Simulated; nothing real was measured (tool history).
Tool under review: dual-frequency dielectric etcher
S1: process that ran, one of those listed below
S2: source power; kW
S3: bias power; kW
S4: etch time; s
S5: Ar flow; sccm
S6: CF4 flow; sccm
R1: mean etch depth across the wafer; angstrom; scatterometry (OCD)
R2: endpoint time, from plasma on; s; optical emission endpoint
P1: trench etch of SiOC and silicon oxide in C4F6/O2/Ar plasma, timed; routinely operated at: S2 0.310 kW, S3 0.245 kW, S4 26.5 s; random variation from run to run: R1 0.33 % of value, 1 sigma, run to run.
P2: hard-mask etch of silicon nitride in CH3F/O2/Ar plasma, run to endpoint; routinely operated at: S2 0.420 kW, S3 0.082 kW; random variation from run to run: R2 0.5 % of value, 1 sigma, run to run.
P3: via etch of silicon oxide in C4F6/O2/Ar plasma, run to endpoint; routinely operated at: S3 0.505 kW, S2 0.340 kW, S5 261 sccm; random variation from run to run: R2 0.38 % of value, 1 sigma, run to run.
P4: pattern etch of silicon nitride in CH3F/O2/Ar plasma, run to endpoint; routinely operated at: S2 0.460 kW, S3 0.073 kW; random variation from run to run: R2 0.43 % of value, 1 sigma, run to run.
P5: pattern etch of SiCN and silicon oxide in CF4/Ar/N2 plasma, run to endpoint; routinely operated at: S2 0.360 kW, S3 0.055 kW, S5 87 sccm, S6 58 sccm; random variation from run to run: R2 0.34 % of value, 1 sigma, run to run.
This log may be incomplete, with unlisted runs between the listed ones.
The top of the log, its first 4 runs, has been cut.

run 5 day=0.912 | S1=P1 S2=0.310 S3=0.245 S4=26.5 | R1=521.37
run 6 day=1.083 | S1=P5 S2=0.360 S3=0.055 S5=52 S6=58 | R2=24.558
run 7 day=1.300 | S1=P1 S2=0.310 S3=0.245 S4=26.5 | R1=526.23
run 8 day=1.533 | S1=P1 S2=0.310 S3=0.337 S4=26.5 | R1=583.22
run 9 day=1.696 | S1=P5 S2=0.360 S3=0.055 S5=87 S6=58 | R2=26.567
run 10 day=1.821 | S1=P1 S2=0.310 S3=0.245 S4=37.5 | R1=741.46
run 11 day=1.954 | S1=P1 S2=0.410 S3=0.245 S4=32.0 | R1=705.17
run 12 day=2.083 | S1=P5 S2=0.260 S3=0.055 S5=87 S6=58 | R2=35.431
run 13 day=2.267 | S1=P1 S2=0.310 S3=0.245 S4=26.5 | R1=525.38
run 14 day=2.500 | S1=P1 S2=0.310 S3=0.245 S4=26.5 | R1=525.07
run 15 day=2.721 | S1=P1 S2=0.310 S3=0.320 S4=16.0 | R1=347.55
run 16 day=2.912 | S1=P3 S2=0.340 S3=0.505 S5=348 | R2=25.855
run 17 day=3.075 | S1=P4 S2=0.460 S3=0.073 | R2=73.357
run 18 day=3.196 | S1=P3 S2=0.340 S3=0.505 S5=261 | R2=25.129
run 19 day=3.421 | S1=P2 S2=0.420 S3=0.082 | R2=45.854
run 20 day=3.604 | S1=P2 S2=0.560 S3=0.082 | R2=41.143
run 21 day=3.762 | S1=P2 S2=0.420 S3=0.082 | R2=45.796
run 22 day=3.950 | S1=P5 S2=0.360 S3=0.044 S5=87 S6=58 | R2=28.377
run 23 day=4.138 | S1=P4 S2=0.460 S3=0.073 | R2=72.655
run 24 day=4.379 | S1=P3 S2=0.340 S3=0.505 S5=261 | R2=25.212
run 25 day=4.538 | S1=P4 S2=0.650 S3=0.073 | R2=64.110

Run 26 comes next. What will it give?
run 26 day=4.754 | S1=P3 S2=0.340 S3=0.604 S5=261 | R2=?

Run 26 produced R2 23.519 s.
